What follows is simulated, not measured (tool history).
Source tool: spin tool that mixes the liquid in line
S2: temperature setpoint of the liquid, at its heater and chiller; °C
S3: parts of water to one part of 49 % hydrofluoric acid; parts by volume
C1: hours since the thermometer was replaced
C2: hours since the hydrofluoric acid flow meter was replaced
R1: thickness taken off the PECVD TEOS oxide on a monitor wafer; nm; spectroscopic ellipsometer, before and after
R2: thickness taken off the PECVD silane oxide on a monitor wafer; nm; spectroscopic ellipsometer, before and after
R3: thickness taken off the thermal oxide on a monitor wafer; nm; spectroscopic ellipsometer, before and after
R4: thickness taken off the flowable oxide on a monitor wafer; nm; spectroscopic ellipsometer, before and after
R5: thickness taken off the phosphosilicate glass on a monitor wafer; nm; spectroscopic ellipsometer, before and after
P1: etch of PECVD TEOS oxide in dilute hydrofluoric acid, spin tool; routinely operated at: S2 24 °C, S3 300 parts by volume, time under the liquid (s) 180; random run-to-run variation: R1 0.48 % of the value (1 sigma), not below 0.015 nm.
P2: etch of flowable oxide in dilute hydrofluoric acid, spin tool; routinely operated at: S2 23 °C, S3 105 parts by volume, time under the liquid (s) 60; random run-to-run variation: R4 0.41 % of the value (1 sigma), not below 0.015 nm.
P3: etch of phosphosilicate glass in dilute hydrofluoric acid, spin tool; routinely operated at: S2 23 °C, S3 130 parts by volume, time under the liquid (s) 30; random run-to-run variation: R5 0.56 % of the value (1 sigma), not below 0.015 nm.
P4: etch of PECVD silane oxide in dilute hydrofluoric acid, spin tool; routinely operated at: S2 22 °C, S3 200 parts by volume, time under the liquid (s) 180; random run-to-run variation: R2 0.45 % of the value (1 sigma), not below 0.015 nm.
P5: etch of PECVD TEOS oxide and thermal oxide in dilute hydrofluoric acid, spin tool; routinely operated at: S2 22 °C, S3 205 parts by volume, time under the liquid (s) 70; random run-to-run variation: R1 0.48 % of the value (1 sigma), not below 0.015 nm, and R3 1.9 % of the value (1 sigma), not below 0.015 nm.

{"run": 1, "day": 0.583, "process that ran": "P1", "S2": 24, "S3": 300, "time under the liquid (s)": 180, "C1": 227.2, "C2": 370, "R1": 4.4982}
{"run": 2, "day": 1.058, "process that ran": "P4", "S2": 22, "S3": 200, "time under the liquid (s)": 180, "C1": 238.6, "C2": 381.4, "R2": 12.933}
{"run": 3, "day": 1.471, "process that ran": "P5", "S2": 22, "S3": 205, "time under the liquid (s)": 15, "C1": 248.5, "C2": 391.3, "R1": 1.3514, "R3": 0.30915}
{"run": 4, "day": 1.875, "process that ran": "P1", "S2": 17, "S3": 300, "time under the liquid (s)": 180, "C1": 258.2, "C2": 401, "R1": 3.4409}
{"run": 5, "day": 2.3, "process that ran": "P1", "S2": 24, "S3": 80, "time under the liquid (s)": 180, "C1": 268.4, "C2": 411.2, "R1": 21.366}
{"run": 6, "day": 2.996, "process that ran": "P1", "S2": 24, "S3": 300, "time under the liquid (s)": 180, "C1": 285.1, "C2": 427.9, "R1": 4.4929}
{"run": 7, "day": 3.696, "process that ran": "P1", "S2": 24, "S3": 300, "time under the liquid (s)": 180, "C1": 301.9, "C2": 444.7, "R1": 4.4914}
{"run": 8, "day": 4.138, "process that ran": "P1", "S2": 24, "S3": 300, "time under the liquid (s)": 180, "C1": 312.5, "C2": 455.3, "R1": 4.4606}
{"run": 9, "day": 4.796, "process that ran": "P2", "S2": 23, "S3": 105, "time under the liquid (s)": 60, "C1": 328.3, "C2": 471.1, "R4": 19.398}
{"run": 10, "day": 5.412, "process that ran": "P1", "S2": 24, "S3": 300, "time under the liquid (s)": 80, "C1": 343.1, "C2": 485.9, "R1": 1.9815}
{"run": 11, "day": 6.017, "process that ran": "P3", "S2": 28.5, "S3": 130, "time under the liquid (s)": 30, "C1": 357.6, "C2": 500.4, "R5": 27.878}
{"run": 12, "day": 6.533, "process that ran": "P3", "S2": 23, "S3": 130, "time under the liquid (s)": 30, "C1": 370, "C2": 512.8, "R5": 22.701}
{"run": 13, "day": 6.95, "process that ran": "P3", "S2": 23, "S3": 130, "time under the liquid (s)": 15, "C1": 380, "C2": 522.8, "R5": 11.332}
{"run": 14, "day": 7.617, "process that ran": "P2", "S2": 17, "S3": 105, "time under the liquid (s)": 60, "C1": 396, "C2": 538.8, "R4": 15.227}
{"run": 15, "day": 7.996, "process that ran": "P1", "S2": 30, "S3": 300, "time under the liquid (s)": 180, "C1": 405.1, "C2": 547.9, "R1": 5.4704}
{"run": 16, "day": 8.546, "process that ran": "P4", "S2": 22, "S3": 200, "time under the liquid (s)": 180, "C1": 418.3, "C2": 561.1, "R2": 12.968}
{"run": 17, "day": 8.912, "process that ran": "P4", "S2": 17, "S3": 200, "time under the liquid (s)": 180, "C1": 427.1, "C2": 569.9, "R2": 10.693}
{"run": 18, "day": 9.425, "process that ran": "P3", "S2": 23, "S3": 130, "time under the liquid (s)": 30, "C1": 439.4, "C2": 582.2, "R5": 22.831}
{"run": 19, "day": 9.925, "process that ran": "P1", "S2": 24, "S3": 550, "time under the liquid (s)": 180, "C1": 451.4, "C2": 594.2, "R1": 1.9627}
{"run": 20, "day": 10.446, "process that ran": "P5", "S2": 22, "S3": 205, "time under the liquid (s)": 70, "C1": 463.9, "C2": 606.7, "R1": 6.3341, "R3": 1.419}
{"run": 21, "day": 10.917, "process that ran": "P1", "S2": 24, "S3": 300, "time under the liquid (s)": 180, "C1": 475.2, "C2": 618, "R1": 4.5113}
{"run": 22, "day": 11.275, "process that ran": "P1", "S2": 24, "S3": 300, "time under the liquid (s)": 180, "C1": 483.8, "C2": 626.6, "R1": 4.4712}
{"run": 23, "day": 11.696, "process that ran": "P1", "S2": 24, "S3": 530, "time under the liquid (s)": 60, "C1": 493.9, "C2": 636.7, "R1": 0.70903}
{"run": 24, "day": 12.383, "process that ran": "P4", "S2": 22, "S3": 305, "time under the liquid (s)": 180, "C1": 510.4, "C2": 653.2, "R2": 7.6502}
{"run": 25, "day": 13.05, "process that ran": "P4", "S2": 22, "S3": 200, "time under the liquid (s)": 295, "C1": 526.4, "C2": 669.2, "R2": 21.175}
{"run": 26, "day": 13.504, "process that ran": "P3", "S2": 23, "S3": 235, "time under the liquid (s)": 30, "C1": 537.3, "C2": 680.1, "R5": 11.368}
{"day": 13.912, "done": "thermometer replaced"}
{"run": 27, "day": 14.088, "process that ran": "P5", "S2": 17, "S3": 205, "time under the liquid (s)": 70, "C1": 4.2, "C2": 694.1, "R1": 5.2586, "R3": 1.2036}
{"run": 28, "day": 14.712, "process that ran": "P5", "S2": 22, "S3": 345, "time under the liquid (s)": 70, "C1": 19.2, "C2": 709.1, "R1": 3.2798, "R3": 0.72355}
{"run": 29, "day": 15.379, "process that ran": "P2", "S2": 23, "S3": 35, "time under the liquid (s)": 60, "C1": 35.2, "C2": 725.1, "R4": 63.486}
{"run": 30, "day": 16.092, "process that ran": "P2", "S2": 23, "S3": 105, "time under the liquid (s)": 30, "C1": 52.3, "C2": 742.2, "R4": 9.7443}
{"run": 31, "day": 16.433, "process that ran": "P1", "S2": 24, "S3": 300, "time under the liquid (s)": 335, "C1": 60.5, "C2": 750.4, "R1": 8.3616}
{"run": 32, "day": 16.767, "process that ran": "P5", "S2": 22, "S3": 205, "time under the liquid (s)": 70, "C1": 68.5, "C2": 758.4, "R1": 6.3367, "R3": 1.4041}
{"run": 33, "day": 17.292, "process that ran": "P1", "S2": 24, "S3": 300, "time under the liquid (s)": 180, "C1": 81.1, "C2": 771, "R1": 4.463}
{"run": 34, "day": 17.842, "process that ran": "P1", "S2": 24, "S3": 300, "time under the liquid (s)": 180, "C1": 94.3, "C2": 784.2, "R1": 4.409}
{"run": 35, "day": 18.558, "process that ran": "P1", "S2": 24, "S3": 300, "time under the liquid (s)": 180, "C1": 111.5, "C2": 801.4, "R1": 4.334}
{"run": 36, "day": 19.262, "process that ran": "P1", "S2": 24, "S3": 300, "time under the liquid (s)": 180, "C1": 128.4, "C2": 818.3, "R1": 4.2775}
{"run": 37, "day": 19.838, "process that ran": "P1", "S2": 24, "S3": 300, "time under the liquid (s)": 180, "C1": 142.2, "C2": 832.1, "R1": 4.3016}
{"run": 38, "day": 20.496, "process that ran": "P1", "S2": 24, "S3": 300, "time under the liquid (s)": 180, "C1": 158, "C2": 847.9, "R1": 4.2524}
{"run": 39, "day": 21.208, "process that ran": "P1", "S2": 24, "S3": 300, "time under the liquid (s)": 180, "C1": 175.1, "C2": 865, "R1": 4.281}
{"run": 40, "day": 21.892, "process that ran": "P1", "S2": 24, "S3": 300, "time under the liquid (s)": 180, "C1": 191.5, "C2": 881.4, "R1": 4.2397}
{"run": 41, "day": 22.379, "process that ran": "P1", "S2": 24, "S3": 300, "time under the liquid (s)": 180, "C1": 203.2, "C2": 893.1, "R1": 4.195}
{"run": 42, "day": 22.908, "process that ran": "P1", "S2": 24, "S3": 300, "time under the liquid (s)": 180, "C1": 215.9, "C2": 905.8, "R1": 4.216}
{"run": 43, "day": 23.304, "process that ran": "P1", "S2": 24, "S3": 300, "time under the liquid (s)": 180, "C1": 225.4, "C2": 915.3, "R1": 4.1788}
{"run": 44, "day": 23.821, "process that ran": "P1", "S2": 24, "S3": 300, "time under the liquid (s)": 180, "C1": 237.8, "C2": 927.7, "R1": 4.2024}

P1 has crept away from where it was. The log is fitted equally well by each of these 2 causes, at the sizes shown:
A: liquid colder than its thermometer reads (K) = 1.93
B: hydrofluoric acid flow below the setpoint (%) = 5.08
The creep began at about day 17.292.

Consider the 4 single-wafer check runs listed below, results given as question marks: which one distinguishes between the causes by giving clearly different results for each?
{"run": "check 1", "day": 24.338, "process that ran": "P5", "S2": 22, "S3": 315, "time under the liquid (s)": 70, "R1": "?", "R3": "?"}
{"run": "check 2", "day": 24.338, "process that ran": "P3", "S2": 23, "S3": 235, "time under the liquid (s)": 15, "R5": "?"}
{"run": "check 3", "day": 24.338, "process that ran": "P4", "S2": 22, "S3": 275, "time under the liquid (s)": 180, "R2": "?"}
{"run": "check 4", "day": 24.338, "process that ran": "P2", "S2": 17, "S3": 35, "time under the liquid (s)": 60, "R4": "?"}

Outcome of each check run for each possible cause:
check=check_1 result=R1 if_A=3.4485 if_B=3.4535
check=check_1 result=R3 if_A=0.7705 if_B=0.77162
check=check_2 result=R5 if_A=5.2396 if_B=5.2739
check=check_3 result=R2 if_A=8.164 if_B=8.2005
check=check_4 result=R4 if_A=45.129 if_B=46.561
Minimum pairwise separation of causes per check, each pair taken at its best-separating result: check 1 0.14 %; check 2 0.65 %; check 3 0.45 %; check 4 3.12 %
Check 4 tells the causes apart: in the others they would give nearly the same result.

With check 4 done, the readings were: R4 45.247 nm. Identify which of the listed causes applies.

A is the cause: liquid colder than its thermometer reads (K).
